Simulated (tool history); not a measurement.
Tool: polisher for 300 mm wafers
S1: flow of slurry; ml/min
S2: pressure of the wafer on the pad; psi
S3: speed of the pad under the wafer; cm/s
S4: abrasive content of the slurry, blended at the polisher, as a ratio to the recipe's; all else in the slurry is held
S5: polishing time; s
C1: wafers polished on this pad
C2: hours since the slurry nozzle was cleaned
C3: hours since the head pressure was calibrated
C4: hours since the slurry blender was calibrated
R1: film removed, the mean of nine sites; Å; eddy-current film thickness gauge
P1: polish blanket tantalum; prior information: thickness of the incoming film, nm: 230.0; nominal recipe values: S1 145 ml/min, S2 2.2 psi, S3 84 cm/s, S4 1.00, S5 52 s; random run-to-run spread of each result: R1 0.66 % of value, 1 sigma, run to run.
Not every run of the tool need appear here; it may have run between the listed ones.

Run 1, hour 12.0: S1 145 ml/min, S2 2.2 psi, S3 84 cm/s, S4 1.00, S5 52 s; C1 983; C2 596.5; C3 134.5; C4 86.2. Result: R1 653.37 Å.
Run 2, hour 23.6: S1 145 ml/min, S2 2.2 psi, S3 48 cm/s, S4 1.00, S5 52 s; C1 1142; C2 608.1; C3 146.1; C4 97.8. Result: R1 368.83 Å.
Run 3, hour 33.2: S1 115 ml/min, S2 2.2 psi, S3 84 cm/s, S4 1.00, S5 38 s; C1 1274; C2 617.7; C3 155.7; C4 107.4. Result: R1 448.85 Å.
Run 4, hour 46.9: S1 145 ml/min, S2 2.2 psi, S3 84 cm/s, S4 1.00, S5 52 s; C1 1463; C2 631.4; C3 169.4; C4 121.1. Result: R1 650.41 Å.
Run 5, hour 63.5: S1 145 ml/min, S2 2.2 psi, S3 110 cm/s, S4 1.00, S5 52 s; C1 1691; C2 648.0; C3 186.0; C4 137.7. Result: R1 852.99 Å.
Run 6, hour 71.2: S1 145 ml/min, S2 2.2 psi, S3 84 cm/s, S4 1.35, S5 52 s; C1 1797; C2 655.7; C3 193.7; C4 145.4. Result: R1 703.05 Å.
Run 7, hour 83.2: S1 225 ml/min, S2 2.2 psi, S3 84 cm/s, S4 1.00, S5 52 s; C1 1962; C2 667.7; C3 205.7; C4 157.4. Result: R1 697.76 Å.
Run 8, hour 93.1: S1 145 ml/min, S2 1.0 psi, S3 84 cm/s, S4 1.00, S5 52 s; C1 2098; C2 677.6; C3 215.6; C4 167.3. Result: R1 292.22 Å.
Run 9, hour 106.6: S1 145 ml/min, S2 2.2 psi, S3 84 cm/s, S4 1.00, S5 32 s; C1 2284; C2 691.1; C3 229.1; C4 180.8. Result: R1 397.84 Å.
Run 10, hour 118.0: S1 145 ml/min, S2 2.2 psi, S3 84 cm/s, S4 1.00, S5 69 s; C1 2440; C2 702.5; C3 240.5; C4 192.2. Result: R1 871.08 Å.
Run 11, hour 133.0: S1 85 ml/min, S2 2.2 psi, S3 84 cm/s, S4 1.00, S5 52 s; C1 2647; C2 717.5; C3 255.5; C4 207.2. Result: R1 577.86 Å.
Run 12, hour 144.0: S1 145 ml/min, S2 2.2 psi, S3 84 cm/s, S4 1.00, S5 52 s; C1 2798; C2 728.5; C3 266.5; C4 218.2. Result: R1 656.36 Å.
Run 13, hour 160.9: S1 145 ml/min, S2 2.2 psi, S3 84 cm/s, S4 1.00, S5 52 s; C1 3030; C2 745.4; C3 283.4; C4 235.1. Result: R1 648.88 Å.
Run 14, hour 169.4: S1 145 ml/min, S2 2.2 psi, S3 116 cm/s, S4 1.00, S5 24 s; C1 3147; C2 753.9; C3 291.9; C4 243.6. Result: R1 413.88 Å.
Run 15, hour 179.8: S1 145 ml/min, S2 2.2 psi, S3 84 cm/s, S4 1.00, S5 52 s; C1 3290; C2 764.3; C3 302.3; C4 254.0. Result: R1 651.28 Å.
Run 16, hour 188.0: S1 145 ml/min, S2 2.2 psi, S3 84 cm/s, S4 0.50, S5 52 s; C1 3403; C2 772.5; C3 310.5; C4 262.2. Result: R1 506.22 Å.
Run 17, hour 204.8: S1 205 ml/min, S2 2.2 psi, S3 84 cm/s, S4 1.00, S5 72 s; C1 3634; C2 789.3; C3 327.3; C4 279.0. Result: R1 949.99 Å.
Run 18, hour 213.5: S1 145 ml/min, S2 3.5 psi, S3 84 cm/s, S4 1.00, S5 52 s; C1 3754; C2 798.0; C3 336.0; C4 287.7. Result: R1 1049.40 Å.
Run 19, hour 221.3: S1 145 ml/min, S2 2.2 psi, S3 84 cm/s, S4 1.00, S5 52 s; C1 3861; C2 805.8; C3 343.8; C4 295.5. Result: R1 654.25 Å.
Run 20, hour 236.7: S1 145 ml/min, S2 2.2 psi, S3 84 cm/s, S4 1.00, S5 52 s; C1 4073; C2 821.2; C3 359.2; C4 310.9. Result: R1 638.61 Å.
Run 21, hour 245.8: S1 145 ml/min, S2 2.2 psi, S3 84 cm/s, S4 1.00, S5 52 s; C1 4198; C2 830.3; C3 368.3; C4 320.0. Result: R1 622.53 Å.
Run 22, hour 262.7: S1 145 ml/min, S2 2.2 psi, S3 84 cm/s, S4 1.00, S5 52 s; C1 4430; C2 847.2; C3 385.2; C4 336.9. Result: R1 614.99 Å.
Run 23, hour 274.9: S1 145 ml/min, S2 2.2 psi, S3 84 cm/s, S4 1.00, S5 52 s; C1 4598; C2 859.4; C3 397.4; C4 349.1. Result: R1 609.26 Å.
Run 24, hour 284.9: S1 145 ml/min, S2 2.2 psi, S3 84 cm/s, S4 1.00, S5 52 s; C1 4736; C2 869.4; C3 407.4; C4 359.1. Result: R1 611.68 Å.
At hour 293.4: worn pad replaced by a new one.
At hour 295.0: slurry blender recalibrated.
Run 25, hour 301.8: S1 145 ml/min, S2 2.2 psi, S3 84 cm/s, S4 1.00, S5 52 s; C1 115; C2 886.3; C3 424.3; C4 6.8. Result: R1 606.39 Å.
Run 26, hour 317.0: S1 145 ml/min, S2 2.2 psi, S3 84 cm/s, S4 1.00, S5 52 s; C1 324; C2 901.5; C3 439.5; C4 22.0. Result: R1 602.31 Å.
Run 27, hour 328.7: S1 145 ml/min, S2 2.2 psi, S3 84 cm/s, S4 1.00, S5 52 s; C1 485; C2 913.2; C3 451.2; C4 33.7. Result: R1 603.08 Å.
Run 28, hour 343.9: S1 145 ml/min, S2 2.2 psi, S3 84 cm/s, S4 1.00, S5 52 s; C1 694; C2 928.4; C3 466.4; C4 48.9. Result: R1 595.27 Å.
Run 29, hour 359.2: S1 145 ml/min, S2 2.2 psi, S3 84 cm/s, S4 1.00, S5 52 s; C1 904; C2 943.7; C3 481.7; C4 64.2. Result: R1 600.18 Å.
Run 30, hour 374.5: S1 145 ml/min, S2 2.2 psi, S3 84 cm/s, S4 1.00, S5 52 s; C1 1115; C2 959.0; C3 497.0; C4 79.5. Result: R1 602.52 Å.

What P1 gives has crept away from where it was. These 2 causes fit the log equally well, each at the size given:
A: slurry flow missing at the pad, % = 33.4
B: head's pressure below its setpoint, % = 8.38
The creep began at about hour 221.3.
Ruled out, with reasons:
removal rate lost through wear of the pad, %: maintenance at hour 293.4, after the shift began, did not return the process to its former output
abrasive missing from the slurry, %: maintenance at hour 295.0, after the shift began, did not return the process to its former output

The check runs listed below each take one wafer, and their results are still question marks. Under which run would the listed causes lead to clearly different results?
Run check 1, hour 389.8: S1 145 ml/min, S2 3.1 psi, S3 84 cm/s, S4 1.00, S5 38 s. Result: R1 ?.
Run check 2, hour 389.8: S1 145 ml/min, S2 2.2 psi, S3 84 cm/s, S4 0.75, S5 52 s. Result: R1 ?.
Run check 3, hour 389.8: S1 85 ml/min, S2 1.6 psi, S3 84 cm/s, S4 1.00, S5 52 s. Result: R1 ?.
Run check 4, hour 389.8: S1 145 ml/min, S2 2.2 psi, S3 104 cm/s, S4 1.00, S5 52 s. Result: R1 ?.

What each check would give under each cause:
  check  result    if A    if B
check 1      R1  613.67  613.72
check 2      R1  544.13  544.18
check 3      R1  364.25  383.56
check 4      R1  737.85  737.91
How far apart the two closest causes lie, in the result that separates them most: check 1 0.01 %; check 2 0.01 %; check 3 5.17 %; check 4 0.01 %
The causes can be told apart only by check 3. The other checks would give nearly the same results under each of them.

With check 3 done, the readings were: R1 363.62 Å. Identify which of the listed causes applies.

Of the candidate causes, it is A: slurry flow missing at the pad, %.
